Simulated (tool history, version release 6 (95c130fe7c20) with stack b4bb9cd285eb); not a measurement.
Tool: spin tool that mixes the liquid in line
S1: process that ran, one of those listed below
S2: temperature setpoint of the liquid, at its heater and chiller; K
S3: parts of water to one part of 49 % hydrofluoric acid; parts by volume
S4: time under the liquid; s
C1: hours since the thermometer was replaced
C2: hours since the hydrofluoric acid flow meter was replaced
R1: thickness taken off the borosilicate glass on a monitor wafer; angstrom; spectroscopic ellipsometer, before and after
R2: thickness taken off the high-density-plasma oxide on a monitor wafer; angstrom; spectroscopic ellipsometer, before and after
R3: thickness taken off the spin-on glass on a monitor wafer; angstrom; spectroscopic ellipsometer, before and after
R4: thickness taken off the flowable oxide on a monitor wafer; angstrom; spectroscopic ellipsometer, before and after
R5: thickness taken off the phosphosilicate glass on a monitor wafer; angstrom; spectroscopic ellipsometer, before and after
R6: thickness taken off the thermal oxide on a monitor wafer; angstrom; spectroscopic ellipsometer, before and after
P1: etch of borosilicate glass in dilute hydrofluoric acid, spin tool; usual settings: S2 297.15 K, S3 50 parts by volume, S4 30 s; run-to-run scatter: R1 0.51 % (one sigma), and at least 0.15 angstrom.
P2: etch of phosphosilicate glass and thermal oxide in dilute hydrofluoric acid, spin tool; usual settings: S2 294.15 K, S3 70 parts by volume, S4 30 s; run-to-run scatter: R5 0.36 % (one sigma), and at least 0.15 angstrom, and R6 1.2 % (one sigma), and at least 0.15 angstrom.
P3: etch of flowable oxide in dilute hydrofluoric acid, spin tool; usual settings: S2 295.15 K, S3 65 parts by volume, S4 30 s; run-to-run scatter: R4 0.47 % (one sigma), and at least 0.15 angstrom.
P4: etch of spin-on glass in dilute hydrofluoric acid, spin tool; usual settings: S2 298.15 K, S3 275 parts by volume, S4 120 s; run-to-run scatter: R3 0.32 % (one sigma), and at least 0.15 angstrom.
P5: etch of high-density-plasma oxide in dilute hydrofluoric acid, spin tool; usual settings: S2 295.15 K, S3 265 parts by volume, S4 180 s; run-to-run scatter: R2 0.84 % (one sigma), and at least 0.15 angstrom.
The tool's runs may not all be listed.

Run 1, hour 11.0: S1 P1, S2 297.15 K, S3 50 parts by volume, S4 30 s; C1 2056.9; C2 148.8. Result: R1 113.330 angstrom.
Run 2, hour 23.4: S1 P5, S2 295.15 K, S3 85 parts by volume, S4 180 s; C1 2069.3; C2 161.2. Result: R2 103.050 angstrom.
Run 3, hour 31.2: S1 P1, S2 302.65 K, S3 50 parts by volume, S4 30 s; C1 2077.1; C2 169.0. Result: R1 141.290 angstrom.
Run 4, hour 45.1: S1 P1, S2 297.15 K, S3 50 parts by volume, S4 30 s; C1 2091.0; C2 182.9. Result: R1 112.750 angstrom.
Run 5, hour 58.3: S1 P1, S2 297.15 K, S3 25 parts by volume, S4 30 s; C1 2104.2; C2 196.1. Result: R1 234.580 angstrom.
Run 6, hour 75.8: S1 P4, S2 306.15 K, S3 275 parts by volume, S4 120 s; C1 2121.7; C2 213.6. Result: R3 234.560 angstrom.
Run 7, hour 92.8: S1 P3, S2 290.15 K, S3 65 parts by volume, S4 30 s; C1 2138.7; C2 230.6. Result: R4 187.64 angstrom.
Run 8, hour 110.1: S1 P1, S2 297.15 K, S3 50 parts by volume, S4 55 s; C1 2156.0; C2 247.9. Result: R1 204.240 angstrom.
Run 9, hour 126.9: S1 P2, S2 294.15 K, S3 70 parts by volume, S4 30 s; C1 2172.8; C2 264.7. Result: R5 309.98 angstrom, R6 18.781 angstrom.
Run 10, hour 143.7: S1 P1, S2 297.15 K, S3 90 parts by volume, S4 30 s; C1 2189.6; C2 281.5. Result: R1 59.191 angstrom.
Run 11, hour 156.8: S1 P1, S2 297.15 K, S3 50 parts by volume, S4 30 s; C1 2202.7; C2 294.6. Result: R1 111.550 angstrom.
Run 12, hour 165.8: S1 P5, S2 295.15 K, S3 265 parts by volume, S4 180 s; C1 2211.7; C2 303.6. Result: R2 27.271 angstrom.
Run 13, hour 181.1: S1 P5, S2 300.15 K, S3 265 parts by volume, S4 180 s; C1 2227.0; C2 318.9. Result: R2 32.428 angstrom.
Run 14, hour 198.4: S1 P1, S2 297.15 K, S3 50 parts by volume, S4 15 s; C1 2244.3; C2 336.2. Result: R1 56.248 angstrom.
Run 15, hour 206.0: S1 P1, S2 297.15 K, S3 50 parts by volume, S4 30 s; C1 2251.9; C2 343.8. Result: R1 113.020 angstrom.
Run 16, hour 215.3: S1 P3, S2 295.15 K, S3 30 parts by volume, S4 30 s; C1 2261.2; C2 353.1. Result: R4 529.77 angstrom.
Run 17, hour 230.1: S1 P4, S2 298.15 K, S3 275 parts by volume, S4 230 s; C1 2276.0; C2 367.9. Result: R3 345.590 angstrom.
Run 18, hour 244.3: S1 P1, S2 297.15 K, S3 50 parts by volume, S4 30 s; C1 2290.2; C2 382.1. Result: R1 113.150 angstrom.
Run 19, hour 261.4: S1 P1, S2 293.15 K, S3 50 parts by volume, S4 30 s; C1 2307.3; C2 399.2. Result: R1 95.703 angstrom.
Run 20, hour 269.1: S1 P2, S2 294.15 K, S3 70 parts by volume, S4 30 s; C1 2315.0; C2 406.9. Result: R5 311.97 angstrom, R6 18.870 angstrom.
Run 21, hour 281.2: S1 P1, S2 297.15 K, S3 50 parts by volume, S4 30 s; C1 2327.1; C2 419.0. Result: R1 113.340 angstrom.
Run 22, hour 293.0: S1 P4, S2 298.15 K, S3 275 parts by volume, S4 120 s; C1 2338.9; C2 430.8. Result: R3 179.420 angstrom.

Forecast run 23:
Run 23, hour 302.7: S1 P4, S2 298.15 K, S3 440 parts by volume, S4 120 s; C1 2348.6; C2 440.5. Result: R3 ?.

{"run 23": {"R3": 95.994}}

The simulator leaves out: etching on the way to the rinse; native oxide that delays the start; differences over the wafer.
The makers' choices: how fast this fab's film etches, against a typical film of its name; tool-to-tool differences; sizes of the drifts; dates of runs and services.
